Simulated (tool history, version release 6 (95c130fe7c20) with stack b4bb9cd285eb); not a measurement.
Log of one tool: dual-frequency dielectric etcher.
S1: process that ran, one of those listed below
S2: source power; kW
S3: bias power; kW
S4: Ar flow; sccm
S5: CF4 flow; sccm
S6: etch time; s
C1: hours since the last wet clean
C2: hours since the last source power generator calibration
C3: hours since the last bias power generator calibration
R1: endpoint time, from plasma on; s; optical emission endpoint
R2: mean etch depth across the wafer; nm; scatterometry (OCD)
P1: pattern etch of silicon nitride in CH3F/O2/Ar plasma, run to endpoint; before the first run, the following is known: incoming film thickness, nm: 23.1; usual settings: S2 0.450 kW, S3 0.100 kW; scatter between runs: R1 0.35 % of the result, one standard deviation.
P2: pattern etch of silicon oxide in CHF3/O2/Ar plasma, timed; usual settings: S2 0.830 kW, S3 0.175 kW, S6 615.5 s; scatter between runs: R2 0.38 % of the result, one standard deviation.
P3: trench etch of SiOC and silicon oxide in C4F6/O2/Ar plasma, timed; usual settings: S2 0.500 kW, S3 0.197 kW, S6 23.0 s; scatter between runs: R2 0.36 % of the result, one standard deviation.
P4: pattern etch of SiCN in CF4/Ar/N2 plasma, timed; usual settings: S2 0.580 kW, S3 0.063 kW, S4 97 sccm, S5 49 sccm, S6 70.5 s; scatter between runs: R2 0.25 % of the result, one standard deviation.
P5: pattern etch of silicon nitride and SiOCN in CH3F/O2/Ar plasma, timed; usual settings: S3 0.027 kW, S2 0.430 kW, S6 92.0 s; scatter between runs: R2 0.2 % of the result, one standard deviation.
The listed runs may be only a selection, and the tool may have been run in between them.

| run | day | S1 | S2 | S3 | S4 | S5 | S6 | C1 | C2 | C3 | R1 | R2 |
|---|---|---|---|---|---|---|---|---|---|---|---|---|
| 1 | 0.475 | P1 | 0.450 | 0.100 |  |  |  | 175.6 | 1140.4 | 1002.2 | 28.182 |  |
| 2 | 0.842 | P4 | 0.780 | 0.063 | 97 | 49 | 70.5 | 184.4 | 1149.2 | 1011.0 |  | 89.118 |
| 3 | 1.108 | P3 | 0.500 | 0.197 |  |  | 23.0 | 190.8 | 1155.6 | 1017.4 |  | 50.989 |
| 4 | 1.492 | P1 | 0.270 | 0.100 |  |  |  | 200.0 | 1164.8 | 1026.6 | 34.251 |  |
| 5 | 1.896 | P1 | 0.570 | 0.063 |  |  |  | 209.7 | 1174.5 | 1036.3 | 30.522 |  |
| 6 | 2.121 | P1 | 0.530 | 0.100 |  |  |  | 215.1 | 1179.9 | 1041.7 | 26.818 |  |
| 7 | 2.533 | P2 | 0.830 | 0.175 |  |  | 615.5 | 225.0 | 1189.8 | 1051.6 |  | 1338.100 |
| 8 | 2.850 | P4 | 0.580 | 0.063 | 115 | 49 | 70.5 | 232.6 | 1197.4 | 1059.2 |  | 66.479 |
| 9 | 3.179 | P1 | 0.450 | 0.122 |  |  |  | 240.5 | 1205.3 | 1067.1 | 26.503 |  |
| 10 | 3.525 | P3 | 0.500 | 0.197 |  |  | 12.5 | 248.8 | 1213.6 | 1075.4 |  | 27.449 |
| 11 | 4.017 | P2 | 0.830 | 0.247 |  |  | 615.5 | 260.6 | 1225.4 | 1087.2 |  | 1498.100 |
| 12 | 4.312 | P4 | 0.580 | 0.063 | 97 | 49 | 70.5 | 267.7 | 1232.5 | 1094.3 |  | 68.885 |
| 13 | 4.650 | P1 | 0.450 | 0.100 |  |  |  | 275.8 | 1240.6 | 1102.4 | 28.269 |  |
| 14 | 5.012 | P3 | 0.500 | 0.256 |  |  | 23.0 | 284.5 | 1249.3 | 1111.1 |  | 55.459 |
| 15 | 5.529 | P5 | 0.570 | 0.027 |  |  | 92.0 | 296.9 | 1261.7 | 1123.5 |  | 15.520 |
| 16 | 6.004 | P3 | 0.500 | 0.197 |  |  | 23.0 | 308.3 | 1273.1 | 1134.9 |  | 51.135 |
| 17 | 6.467 | P2 | 1.020 | 0.175 |  |  | 615.5 | 319.4 | 1284.2 | 1146.0 |  | 1459.300 |
| 18 | 6.925 | P1 | 0.450 | 0.064 |  |  |  | 330.4 | 1295.2 | 1157.0 | 33.064 |  |
| 19 | 7.412 | P5 | 0.430 | 0.017 |  |  | 92.0 | 342.1 | 1306.9 | 1168.7 |  | 11.505 |
| 20 | 7.788 | P1 | 0.450 | 0.100 |  |  |  | 351.1 | 1315.9 | 1177.7 | 28.439 |  |
| 21 | 8.029 | P4 | 0.580 | 0.063 | 97 | 63 | 70.5 | 356.9 | 1321.7 | 1183.5 |  | 71.795 |
| 22 | 8.329 | P1 | 0.450 | 0.100 |  |  |  | 364.1 | 1328.9 | 1190.7 | 28.107 |  |
| 23 | 8.767 | P3 | 0.300 | 0.197 |  |  | 23.0 | 374.6 | 1339.4 | 1201.2 |  | 41.764 |
| 24 | 9.258 | P4 | 0.580 | 0.063 | 97 | 49 | 70.5 | 386.4 | 1351.2 | 1213.0 |  | 68.675 |

For run 25, what comes out?
| 25 | 9.596 | P4 | 0.580 | 0.063 | 97 | 49 | 43.5 | 394.5 | 1359.3 | 1221.1 |  | ? |

{"run 25": {"R2": 42.439}}

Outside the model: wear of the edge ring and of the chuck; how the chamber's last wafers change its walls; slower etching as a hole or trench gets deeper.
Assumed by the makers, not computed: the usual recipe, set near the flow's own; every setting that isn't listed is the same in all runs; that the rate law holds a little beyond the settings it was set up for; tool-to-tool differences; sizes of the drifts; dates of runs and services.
